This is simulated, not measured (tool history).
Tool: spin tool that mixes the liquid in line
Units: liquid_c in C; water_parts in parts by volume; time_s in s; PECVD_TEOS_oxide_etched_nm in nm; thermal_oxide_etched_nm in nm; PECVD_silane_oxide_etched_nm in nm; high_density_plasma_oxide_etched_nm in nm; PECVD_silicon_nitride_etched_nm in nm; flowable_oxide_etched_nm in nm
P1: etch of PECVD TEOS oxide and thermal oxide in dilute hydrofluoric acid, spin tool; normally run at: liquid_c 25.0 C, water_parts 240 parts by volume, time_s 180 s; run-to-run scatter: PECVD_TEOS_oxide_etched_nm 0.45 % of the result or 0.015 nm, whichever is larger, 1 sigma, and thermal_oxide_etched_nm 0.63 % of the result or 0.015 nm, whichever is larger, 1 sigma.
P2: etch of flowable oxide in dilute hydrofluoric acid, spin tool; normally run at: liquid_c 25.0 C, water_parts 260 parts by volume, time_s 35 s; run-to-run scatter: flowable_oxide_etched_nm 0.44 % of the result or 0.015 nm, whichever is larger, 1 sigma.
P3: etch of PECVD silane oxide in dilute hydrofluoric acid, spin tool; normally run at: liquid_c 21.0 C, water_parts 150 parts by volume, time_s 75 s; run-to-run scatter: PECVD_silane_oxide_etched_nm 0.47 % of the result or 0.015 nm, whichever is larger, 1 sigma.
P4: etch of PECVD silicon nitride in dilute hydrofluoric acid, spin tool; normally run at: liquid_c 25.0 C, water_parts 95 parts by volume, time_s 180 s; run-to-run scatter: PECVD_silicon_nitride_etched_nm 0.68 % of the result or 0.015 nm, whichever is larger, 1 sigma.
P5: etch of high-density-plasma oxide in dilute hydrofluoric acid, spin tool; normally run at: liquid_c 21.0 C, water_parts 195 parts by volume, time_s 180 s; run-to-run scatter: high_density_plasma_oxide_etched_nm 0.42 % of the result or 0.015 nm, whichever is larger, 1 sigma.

run	hour	process	liquid_c	water_parts	time_s	PECVD_TEOS_oxide_etched_nm	thermal_oxide_etched_nm	PECVD_silane_oxide_etched_nm	high_density_plasma_oxide_etched_nm	PECVD_silicon_nitride_etched_nm	flowable_oxide_etched_nm
1	5.6	P1	25.0	240	180	7.5281	3.2598				
2	12.2	P3	21.0	150	75			7.1456			
3	20.1	P1	18.5	240	180	5.8854	2.5565				
4	30.6	P5	21.0	60	180				22.0760		
5	36.9	P1	25.0	100	180	20.9200	9.1261				
6	47.7	P4	25.0	95	180					3.8804	
7	58.2	P4	18.5	95	180					2.5006	
8	64.1	P2	25.0	260	35						6.0396
9	73.7	P3	21.0	150	35			3.3324			
10	81.8	P1	25.0	240	180	7.4575	3.2306				
11	92.2	P5	21.0	195	180				5.8323		
12	103.0	P2	25.0	260	50						8.5719
13	110.8	P2	25.0	390	35						3.5023
14	116.1	P4	25.0	145	180					2.5661	
15	125.4	P5	17.0	195	180				4.9976		
16	132.6	P1	25.0	240	60	2.4959	1.0861				
17	137.7	P1	25.0	240	180	7.3997	3.2378				
18	144.2	P1	31.0	240	180	9.1290	3.9372				
19	152.0	P1	25.0	355	95	2.3869	1.0179				
20	161.3	P1	25.0	240	180	7.4844	3.2661				
21	167.4	P1	25.0	380	180	4.1245	1.7675				
22	177.4	P1	25.0	240	295	12.1290	5.3381				
# hour 178.7: thermometer replaced
23	184.0	P2	19.5	260	35						4.9148
24	194.7	P3	21.0	225	75			4.4432			
25	200.0	P5	21.0	195	285				9.2156		
26	206.6	P1	25.0	355	330	8.2506	3.6146				
27	217.0	P3	29.0	150	75			9.6649			
28	226.7	P2	25.0	260	35						6.0035
29	235.7	P4	25.0	95	180					3.9049	
30	243.2	P4	25.0	95	80					1.7144	
31	250.6	P3	21.0	150	75			7.1210			
32	256.5	P1	25.0	240	180	7.4831	3.2374				
33	266.1	P1	25.0	240	180	7.6789	3.3506				
34	276.3	P1	25.0	240	180	7.7020	3.3858				
35	285.7	P1	25.0	240	180	7.7666	3.3958				
36	296.8	P1	25.0	240	180	7.8846	3.4253				
37	302.7	P1	25.0	240	180	7.9354	3.4132				
38	310.3	P1	25.0	240	180	7.9105	3.4729				
39	316.1	P1	25.0	240	180	7.9065	3.4312				
40	323.4	P1	25.0	240	180	7.9422	3.4181				
41	328.9	P1	25.0	240	180	7.9177	3.4688				
42	338.9	P1	25.0	240	180	7.8589	3.4496				

What P1 gives has crept away from where it was. These 2 causes fit the log equally well, each at the size given:
A: liquid hotter than its thermometer reads (K) = 1.77
B: hydrofluoric acid flow above the setpoint (%) = 5.11
The creep began at about hour 256.5.

4 check runs are offered, one wafer each, their results left as question marks. Which one tells the causes apart?
check 1	348.9	P3	21.0	150	75			?			
check 2	348.9	P4	25.0	95	180					?	
check 3	348.9	P2	25.0	260	35						?
check 4	348.9	P5	21.0	195	180				?		

What each check would give under each cause:
check	result	if A	if B
check 1	PECVD_silane_oxide_etched_nm	7.6617	7.5741
check 2	PECVD_silicon_nitride_etched_nm	4.3691	4.0908
check 3	flowable_oxide_etched_nm	6.3900	6.3989
check 4	high_density_plasma_oxide_etched_nm	6.2563	6.2083
How far apart the two closest causes lie, in the result that separates them most: check 1 1.15 %; check 2 6.58 %; check 3 0.14 %; check 4 0.77 %
Check 2 tells the causes apart: in the others they would give nearly the same result.

Check 2 was then run and gave: PECVD_silicon_nitride_etched_nm 4.3849 nm. Which cause is it?

It is A: liquid hotter than its thermometer reads (K).

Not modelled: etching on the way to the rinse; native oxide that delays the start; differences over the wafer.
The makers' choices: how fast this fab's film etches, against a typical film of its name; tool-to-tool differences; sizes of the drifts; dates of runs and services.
